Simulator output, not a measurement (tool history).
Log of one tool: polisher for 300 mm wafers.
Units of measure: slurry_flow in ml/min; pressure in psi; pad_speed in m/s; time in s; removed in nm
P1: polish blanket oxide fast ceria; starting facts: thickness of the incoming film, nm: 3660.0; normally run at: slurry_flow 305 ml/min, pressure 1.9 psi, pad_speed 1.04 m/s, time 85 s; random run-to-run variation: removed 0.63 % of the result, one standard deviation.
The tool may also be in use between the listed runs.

{"run": 1, "hour": 9.8, "slurry_flow": 305, "pressure": 1.9, "pad_speed": 1.04, "time": 85, "removed": 938.35}
{"run": 2, "hour": 16.5, "slurry_flow": 305, "pressure": 1.9, "pad_speed": 1.04, "time": 85, "removed": 925.8}
{"run": 3, "hour": 22.0, "slurry_flow": 305, "pressure": 1.9, "pad_speed": 1.04, "time": 85, "removed": 944.01}
{"run": 4, "hour": 32.2, "slurry_flow": 305, "pressure": 1.9, "pad_speed": 1.04, "time": 38, "removed": 419.7}
{"run": 5, "hour": 37.5, "slurry_flow": 305, "pressure": 3, "pad_speed": 1.04, "time": 85, "removed": 1467.6}
{"run": 6, "hour": 43.4, "slurry_flow": 185, "pressure": 1.9, "pad_speed": 1.44, "time": 85, "removed": 1227.1}
{"run": 7, "hour": 50.7, "slurry_flow": 305, "pressure": 1.9, "pad_speed": 1.62, "time": 85, "removed": 1444.2}
{"run": 8, "hour": 61.2, "slurry_flow": 400, "pressure": 1.9, "pad_speed": 1.04, "time": 85, "removed": 949.8}
{"run": 9, "hour": 67.2, "slurry_flow": 305, "pressure": 1.9, "pad_speed": 0.7, "time": 85, "removed": 623.64}
{"run": 10, "hour": 73.2, "slurry_flow": 305, "pressure": 1.1, "pad_speed": 1.04, "time": 85, "removed": 543}
{"run": 11, "hour": 80.8, "slurry_flow": 305, "pressure": 1.9, "pad_speed": 1.04, "time": 85, "removed": 941.19}
{"run": 12, "hour": 89.4, "slurry_flow": 305, "pressure": 1.9, "pad_speed": 1.04, "time": 132, "removed": 1440.4}
{"run": 13, "hour": 96.7, "slurry_flow": 185, "pressure": 1.9, "pad_speed": 1.04, "time": 85, "removed": 878.67}
{"run": 14, "hour": 106.5, "slurry_flow": 185, "pressure": 1.9, "pad_speed": 1.04, "time": 117, "removed": 1218.3}
{"run": 15, "hour": 115.9, "slurry_flow": 305, "pressure": 1.9, "pad_speed": 1.04, "time": 85, "removed": 940}
{"run": 16, "hour": 125.7, "slurry_flow": 305, "pressure": 1.9, "pad_speed": 1.04, "time": 85, "removed": 915.75}

Estimate the outcome of run 17 from the log above:
{"run": 17, "hour": 130.9, "slurry_flow": 305, "pressure": 1.9, "pad_speed": 1.04, "time": 85, "removed": "?"}

Run 17 came out at removed 909.16 nm.
